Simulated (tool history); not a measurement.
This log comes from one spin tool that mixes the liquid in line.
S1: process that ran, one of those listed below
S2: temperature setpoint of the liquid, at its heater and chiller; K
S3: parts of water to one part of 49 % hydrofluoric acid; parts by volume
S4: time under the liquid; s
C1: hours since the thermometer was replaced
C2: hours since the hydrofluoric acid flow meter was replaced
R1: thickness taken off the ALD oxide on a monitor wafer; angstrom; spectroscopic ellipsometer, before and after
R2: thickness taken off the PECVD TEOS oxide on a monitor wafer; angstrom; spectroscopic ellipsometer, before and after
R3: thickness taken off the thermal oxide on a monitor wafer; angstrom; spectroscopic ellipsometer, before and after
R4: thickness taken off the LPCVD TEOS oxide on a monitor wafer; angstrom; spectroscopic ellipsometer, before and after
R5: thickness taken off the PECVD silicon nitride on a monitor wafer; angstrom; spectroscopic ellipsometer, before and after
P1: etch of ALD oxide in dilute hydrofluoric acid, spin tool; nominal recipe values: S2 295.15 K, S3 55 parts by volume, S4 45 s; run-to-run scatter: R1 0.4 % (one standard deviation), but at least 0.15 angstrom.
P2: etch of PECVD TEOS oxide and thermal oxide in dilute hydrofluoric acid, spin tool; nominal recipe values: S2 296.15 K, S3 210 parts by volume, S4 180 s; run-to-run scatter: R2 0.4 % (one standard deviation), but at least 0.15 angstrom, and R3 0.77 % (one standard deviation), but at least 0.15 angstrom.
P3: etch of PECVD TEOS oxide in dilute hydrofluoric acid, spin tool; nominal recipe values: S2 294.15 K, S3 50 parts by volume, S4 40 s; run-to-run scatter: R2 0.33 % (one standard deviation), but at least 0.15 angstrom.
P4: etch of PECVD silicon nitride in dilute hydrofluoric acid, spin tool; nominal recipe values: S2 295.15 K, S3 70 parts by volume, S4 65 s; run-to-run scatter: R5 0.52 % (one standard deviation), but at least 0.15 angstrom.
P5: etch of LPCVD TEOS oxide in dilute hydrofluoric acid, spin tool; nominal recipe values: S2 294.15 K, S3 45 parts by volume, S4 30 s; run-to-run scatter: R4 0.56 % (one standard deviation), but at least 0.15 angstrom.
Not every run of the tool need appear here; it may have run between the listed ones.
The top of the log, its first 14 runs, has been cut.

run 15 day=4.846 | S1=P1 S2=302.15 S3=55 S4=45 | C1=256.0 C2=271.8 | R1=177.260
run 16 day=5.308 | S1=P1 S2=295.15 S3=90 S4=45 | C1=267.1 C2=282.9 | R1=78.713
run 17 day=5.604 | S1=P5 S2=294.15 S3=45 S4=55 | C1=274.2 C2=290.0 | R4=587.73
run 18 day=5.946 | S1=P1 S2=300.65 S3=55 S4=30 | C1=282.4 C2=298.2 | R1=112.440
run 19 day=6.358 | S1=P3 S2=290.15 S3=50 S4=40 | C1=292.3 C2=308.1 | R2=128.550
run 20 day=6.775 | S1=P4 S2=300.65 S3=70 S4=65 | C1=302.3 C2=318.1 | R5=67.787
run 21 day=7.129 | S1=P1 S2=295.15 S3=55 S4=45 | C1=310.8 C2=326.6 | R1=134.010
run 22 day=7.483 | S1=P2 S2=296.15 S3=210 S4=15 | C1=319.3 C2=335.1 | R2=16.479 R3=3.018

Run 23, settings as shown, results not yet in. Your forecast:
run 23 day=7.842 | S1=P4 S2=295.15 S3=70 S4=65 | C1=327.9 C2=343.7 | R5=?

Run 23 gave R5 47.472 angstrom.

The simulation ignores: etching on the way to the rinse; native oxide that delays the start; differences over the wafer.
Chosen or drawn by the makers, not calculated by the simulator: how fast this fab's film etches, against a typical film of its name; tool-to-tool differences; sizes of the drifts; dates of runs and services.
